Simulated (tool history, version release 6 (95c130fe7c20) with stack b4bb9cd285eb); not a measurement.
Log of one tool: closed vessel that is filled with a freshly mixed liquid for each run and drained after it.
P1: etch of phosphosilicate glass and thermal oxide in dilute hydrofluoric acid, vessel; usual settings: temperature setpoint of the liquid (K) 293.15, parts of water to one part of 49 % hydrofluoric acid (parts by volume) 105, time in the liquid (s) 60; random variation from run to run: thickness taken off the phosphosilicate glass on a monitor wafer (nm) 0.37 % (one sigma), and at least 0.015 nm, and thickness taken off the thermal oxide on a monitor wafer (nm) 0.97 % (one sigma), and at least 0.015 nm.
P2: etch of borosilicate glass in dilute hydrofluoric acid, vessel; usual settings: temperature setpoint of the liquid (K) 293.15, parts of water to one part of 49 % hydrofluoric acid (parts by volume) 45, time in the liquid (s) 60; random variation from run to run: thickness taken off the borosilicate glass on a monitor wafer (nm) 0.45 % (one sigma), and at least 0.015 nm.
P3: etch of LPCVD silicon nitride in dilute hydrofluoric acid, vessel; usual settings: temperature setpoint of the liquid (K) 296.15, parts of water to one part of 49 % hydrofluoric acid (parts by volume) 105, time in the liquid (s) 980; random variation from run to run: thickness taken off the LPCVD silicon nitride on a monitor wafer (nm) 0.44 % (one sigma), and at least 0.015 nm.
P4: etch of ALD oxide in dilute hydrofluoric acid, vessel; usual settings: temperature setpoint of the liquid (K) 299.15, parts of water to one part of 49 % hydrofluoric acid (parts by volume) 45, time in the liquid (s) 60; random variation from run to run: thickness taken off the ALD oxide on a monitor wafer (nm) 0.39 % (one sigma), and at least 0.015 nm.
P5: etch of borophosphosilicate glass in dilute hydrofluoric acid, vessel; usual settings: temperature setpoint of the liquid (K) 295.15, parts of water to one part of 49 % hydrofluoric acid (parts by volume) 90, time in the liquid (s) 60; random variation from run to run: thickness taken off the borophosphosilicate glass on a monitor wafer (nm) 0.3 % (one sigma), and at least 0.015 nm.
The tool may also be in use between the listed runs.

run   hour  process that ran  temperature setpoint of the liquid (K)  parts of water to one part of 49 % hydrofluoric acid (parts by volume)  time in the liquid (s)  hours since the thermometer was replaced  hours since the hydrofluoric acid flow meter was replaced  thickness taken off the phosphosilicate glass on a monitor wafer (nm)  thickness taken off the thermal oxide on a monitor wafer (nm)  thickness taken off the borophosphosilicate glass on a monitor wafer (nm)  thickness taken off the borosilicate glass on a monitor wafer (nm)  thickness taken off the ALD oxide on a monitor wafer (nm)  thickness taken off the LPCVD silicon nitride on a monitor wafer (nm)
  1    8.2                P1                                  293.15                                                                     105                      60                                     640.8                                                      550.6                                                                 49.262                                                          2.237
  2   15.7                P1                                  297.65                                                                     145                      60                                     648.3                                                      558.1                                                                 40.913                                                         1.8342
  3   27.1                P5                                  302.15                                                                      90                      60                                     659.7                                                      569.5                                                                                                                                                                                                           37.858
  4   37.6                P2                                  293.15                                                                      20                      60                                     670.2                                                        580                                                                                                                                                                                                                                                                               47.181
  5     47                P4                                  299.15                                                                      45                      60                                     679.6                                                      589.4                                                                                                                                                                                                                                                                                                                                          33.037
  6   55.3                P1                                  293.15                                                                     105                      30                                     687.9                                                      597.7                                                                 24.669                                                         1.1272
  7   64.9                P4                                  299.15                                                                      70                      60                                     697.5                                                      607.3                                                                                                                                                                                                                                                                                                                                          20.418
  8   73.3                P1                                  296.65                                                                     145                      60                                     705.9                                                      615.7                                                                 39.271                                                         1.7445
  9   86.6                P2                                  290.15                                                                      45                      60                                     719.2                                                        629                                                                                                                                                                                                                                                                               18.138
 10   99.5                P3                                  296.15                                                                     105                    1680                                     732.1                                                      641.9                                                                                                                                                                                                                                                                                                                                                                                                                 8.0885
 11  115.8                P4                                  299.15                                                                      45                      30                                     748.4                                                      658.2                                                                                                                                                                                                                                                                                                                                          16.531
 12  124.1                P1                                  293.15                                                                     105                     100                                     756.7                                                      666.5                                                                 82.442                                                         3.6983
 13  131.7                P1                                  298.65                                                                     105                      60                                     764.3                                                      674.1                                                                 61.355                                                         2.7686
 14  139.7                P1                                  293.15                                                                     175                      60                                     772.3                                                      682.1                                                                 27.493                                                         1.2522
 15  147.8                P1                                  293.15                                                                     105                      60                                     780.4                                                      690.2                                                                 49.116                                                          2.223
 16  161.1                P5                                  295.15                                                                      20                      60                                     793.7                                                      703.5                                                                                                                                                                                                           141.19
 17    175                P5                                  295.15                                                                      90                      60                                     807.6                                                      717.4                                                                                                                                                                                                           28.568
 18  184.5                P4                                  299.15                                                                      45                      60                                     817.1                                                      726.9                                                                                                                                                                                                                                                                                                                                          32.837
 19  199.2                P1                                  293.15                                                                     105                      60                                     831.8                                                      741.6                                                                 49.528                                                         2.2473
 20    214                P4                                  306.15                                                                      45                      60                                     846.6                                                      756.4                                                                                                                                                                                                                                                                                                                                          43.282
     217.2  -- thermometer replaced
 21  222.2                P1                                  293.15                                                                     105                      60                                         5                                                      764.6                                                                 49.345                                                         2.2159
 22  230.1                P3                                  296.15                                                                     185                     980                                      12.9                                                      772.5                                                                                                                                                                                                                                                                                                                                                                                                                 2.7282
     245.6  -- hydrofluoric acid flow meter replaced
 23  246.2                P1                                  293.15                                                                     105                      60                                        29                                                        0.7                                                                 49.298                                                         2.2173
 24  259.6                P3                                  296.15                                                                     105                     980                                      42.4                                                       14.1                                                                                                                                                                                                                                                                                                                                                                                                                 4.7378
 25  275.2                P1                                  293.15                                                                      55                      60                                        58                                                       29.7                                                                 99.269                                                          4.429
 26  288.3                P5                                  295.15                                                                      90                      30                                      71.1                                                       42.8                                                                                                                                                                                                           14.401
 27  301.1                P2                                  293.15                                                                      45                      60                                      83.9                                                       55.6                                                                                                                                                                                                                                                                               20.378
 28  309.6                P1                                  290.15                                                                     105                      60                                      92.4                                                       64.1                                                                 43.667                                                         2.0056
 29  325.6                P3                                  290.65                                                                     105                     980                                     108.4                                                       80.1                                                                                                                                                                                                                                                                                                                                                                                                                 3.2825
 30  340.5                P1                                  293.15                                                                     105                      60                                     123.3                                                         95                                                                  49.36                                                         2.2537
 31  350.3                P1                                  297.15                                                                     180                      60                                     133.1                                                      104.8                                                                 31.077                                                          1.417
 32    364                P5                                  295.15                                                                      90                      60                                     146.8                                                      118.5                                                                                                                                                                                                           28.679
 33    374                P2                                  293.15                                                                      45                     115                                     156.8                                                      128.5                                                                                                                                                                                                                                                                               39.182
 34  381.6                P1                                  293.15                                                                     105                      60                                     164.4                                                      136.1                                                                 49.623                                                         2.2261
 35  390.5                P1                                  293.15                                                                     105                      60                                     173.3                                                        145                                                                 50.559                                                         2.2369
 36  400.6                P1                                  293.15                                                                     105                      60                                     183.4                                                      155.1                                                                 51.209                                                         2.3635
 37  409.5                P1                                  293.15                                                                     105                      60                                     192.3                                                        164                                                                 51.661                                                         2.3304
 38  419.2                P1                                  293.15                                                                     105                      60                                       202                                                      173.7                                                                 52.248                                                         2.3433
 39  428.7                P1                                  293.15                                                                     105                      60                                     211.5                                                      183.2                                                                 52.164                                                         2.4054
 40  437.5                P1                                  293.15                                                                     105                      60                                     220.3                                                        192                                                                 52.528                                                         2.3487
 41  446.3                P1                                  293.15                                                                     105                      60                                     229.1                                                      200.8                                                                 52.691                                                         2.3702
 42  454.4                P1                                  293.15                                                                     105                      60                                     237.2                                                      208.9                                                                 52.774                                                         2.3703
 43  465.6                P1                                  293.15                                                                     105                      60                                     248.4                                                      220.1                                                                 52.498                                                         2.3715

What P1 gives has crept away from where it was. These 2 causes fit the log equally well, each at the size given:
A: liquid hotter than its thermometer reads (K) = 1.58
B: hydrofluoric acid flow above the setpoint (%) = 5.93
The creep began at about hour 381.6.

4 check runs are offered, one wafer each, their results left as question marks. Which one tells the causes apart?
check 1  476.8                P4                                  302.15                                                                      45                      60                                                                                                                                                                                                                                                                                                                                                                                                                                                    ?
check 2  476.8                P2                                  290.15                                                                      30                      60                                                                                                                                                                                                                                                                                                                                                                                         ?
check 3  476.8                P3                                  296.15                                                                     185                    1325                                                                                                                                                                                                                                                                                                                                                                                                                                                                                                                           ?
check 4  476.8                P5                                  301.65                                                                      55                      60                                                                                                                                                                                                                                                                                                                     ?

What each check would give under each cause:
  check                                                                     result    if A    if B
check 1                  thickness taken off the ALD oxide on a monitor wafer (nm)  39.404  39.366
check 2         thickness taken off the borosilicate glass on a monitor wafer (nm)  29.257  28.974
check 3      thickness taken off the LPCVD silicon nitride on a monitor wafer (nm)  4.0361  3.8627
check 4  thickness taken off the borophosphosilicate glass on a monitor wafer (nm)  67.951  67.959
How far apart the two closest causes lie, in the result that separates them most: check 1 0.1 %; check 2 0.97 %; check 3 4.39 %; check 4 0.01 %
Check 3 tells the causes apart: in the others they would give nearly the same result.

Check 3 was then run and gave: thickness taken off the LPCVD silicon nitride on a monitor wafer (nm) 4.0549. Which cause is it?

It is A: liquid hotter than its thermometer reads (K).
